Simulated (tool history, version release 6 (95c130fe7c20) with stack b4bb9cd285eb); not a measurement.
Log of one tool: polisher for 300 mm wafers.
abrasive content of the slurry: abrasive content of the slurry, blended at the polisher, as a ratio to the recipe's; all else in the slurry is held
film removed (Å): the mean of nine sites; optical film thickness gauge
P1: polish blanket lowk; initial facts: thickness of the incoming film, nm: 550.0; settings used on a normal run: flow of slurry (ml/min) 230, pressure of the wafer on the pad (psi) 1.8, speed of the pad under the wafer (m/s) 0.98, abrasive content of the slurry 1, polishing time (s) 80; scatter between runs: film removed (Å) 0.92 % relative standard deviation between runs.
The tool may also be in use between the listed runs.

run,hour,flow of slurry (ml/min),pressure of the wafer on the pad (psi),speed of the pad under the wafer (m/s),abrasive content of the slurry,polishing time (s),wafers polished on this pad,hours since the slurry nozzle was cleaned,hours since the head pressure was calibrated,hours since the slurry blender was calibrated,hours since the conditioning disc was replaced,film removed (Å)
1,3.5,230,1.8,0.98,1,80,710,178.4,1144.2,194.7,50.7,299.79
2,9.2,230,1.8,0.98,1,80,757,184.1,1149.9,200.4,56.4,303.1
3,13.9,140,1.8,0.98,1,80,796,188.8,1154.6,205.1,61.1,280.87
4,18.2,230,1.1,0.98,1,80,831,193.1,1158.9,209.4,65.4,189.52
5,23.7,230,1.8,0.98,1,48,876,198.6,1164.4,214.9,70.9,181.93
6,27.2,230,1.8,0.56,1,80,905,202.1,1167.9,218.4,74.4,194.83
7,33.6,230,1.8,1.4,1,80,957,208.5,1174.3,224.8,80.8,403.27
8,38.6,230,1.8,0.98,0.5,80,998,213.5,1179.3,229.8,85.8,207.81
9,44.9,230,1.8,0.98,1,80,1050,219.8,1185.6,236.1,92.1,309.52
10,51,230,2.4,0.98,1.3,80,1100,225.9,1191.7,242.2,98.2,453.61
11,55,290,1.8,0.98,1,80,1133,229.9,1195.7,246.2,102.2,312.58
12,59.9,230,1.8,0.98,1,80,1173,234.8,1200.6,251.1,107.1,300.73
13,64.2,230,1.8,0.98,1,80,1208,239.1,1204.9,255.4,111.4,307.18
14,67.9,230,1.8,0.98,1,105,1238,242.8,1208.6,259.1,115.1,399.4
15,72,230,1.8,0.98,1,80,1272,246.9,1212.7,263.2,119.2,305.88
16,76.7,230,2.3,0.98,1,80,1311,251.6,1217.4,267.9,123.9,380.3
17,79.8,230,1.8,0.98,1.45,80,1336,254.7,1220.5,271,127,356.22
18,83.5,230,1.8,0.98,1,80,1366,258.4,1224.2,274.7,130.7,305.52
19,87.1,230,1.8,0.98,1,80,1396,262,1227.8,278.3,134.3,286
20,89.9,230,1.8,0.98,1,80,1419,264.8,1230.6,281.1,137.1,283.41
# hour 93.7: head pressure recalibrated
21,94.1,230,1.8,0.98,1,80,1453,269,0.4,285.3,141.3,276.55
22,100.3,230,1.8,0.98,1,80,1504,275.2,6.6,291.5,147.5,275.76
# hour 102: conditioning disc replaced and pad reconditioned
# hour 102.3: slurry nozzle cleaned
23,103.1,230,1.8,0.98,1,80,1527,0.8,9.4,294.3,1.2,271.51
24,108.3,230,1.8,0.98,1,80,1570,6,14.6,299.5,6.4,270.31
25,111.4,230,1.8,0.98,1,80,1595,9.1,17.7,302.6,9.5,268.91

Something has made what P1 gives creep away from where it was; the 2 causes below, each at its own stated size, fit the log equally well:
A: abrasive missing from the slurry, % = 20.8
B: removal rate lost through wear of the pad, % = 10.7
The gradual shift began around hour 83.5.
Each remaining cause and why it is not a fit:
slurry flow missing at the pad, %: serviced at hour 102.3, which brought nothing back
head's pressure below its setpoint, %: serviced at hour 93.7, which brought nothing back
time polished since the conditioner stopped cutting, s: serviced at hour 102, which brought nothing back

Consider the 4 check runs below, whose results appear as question marks and each of which averages 5 wafers. Which one distinguishes the causes, in that each cause would give it a clearly different result?
check 1,114.5,230,1.8,0.98,0.55,80,,,,,,?
check 2,114.5,230,1.2,0.98,1,80,,,,,,?
check 3,114.5,180,1.8,0.98,1,80,,,,,,?
check 4,114.5,230,1.2,0.72,1,80,,,,,,?

Expected result of each check under each candidate cause:
check,result,if A,if B
check 1,film removed (Å),190.36,196.88
check 2,film removed (Å),180.14,180.07
check 3,film removed (Å),261.71,261.6
check 4,film removed (Å),140.77,140.71
Gap, in per cent, between the two causes that each check separates least, read from the result that separates them most: check 1 3.37 %; check 2 0.04 %; check 3 0.04 %; check 4 0.04 %
Check 1 distinguishes between the causes, while the remaining checks would return nearly the same result for all of them.

The results of check 1 are: film removed (Å) 191.15. Based on these, which of the listed causes is it?

The cause is A: abrasive missing from the slurry, %.

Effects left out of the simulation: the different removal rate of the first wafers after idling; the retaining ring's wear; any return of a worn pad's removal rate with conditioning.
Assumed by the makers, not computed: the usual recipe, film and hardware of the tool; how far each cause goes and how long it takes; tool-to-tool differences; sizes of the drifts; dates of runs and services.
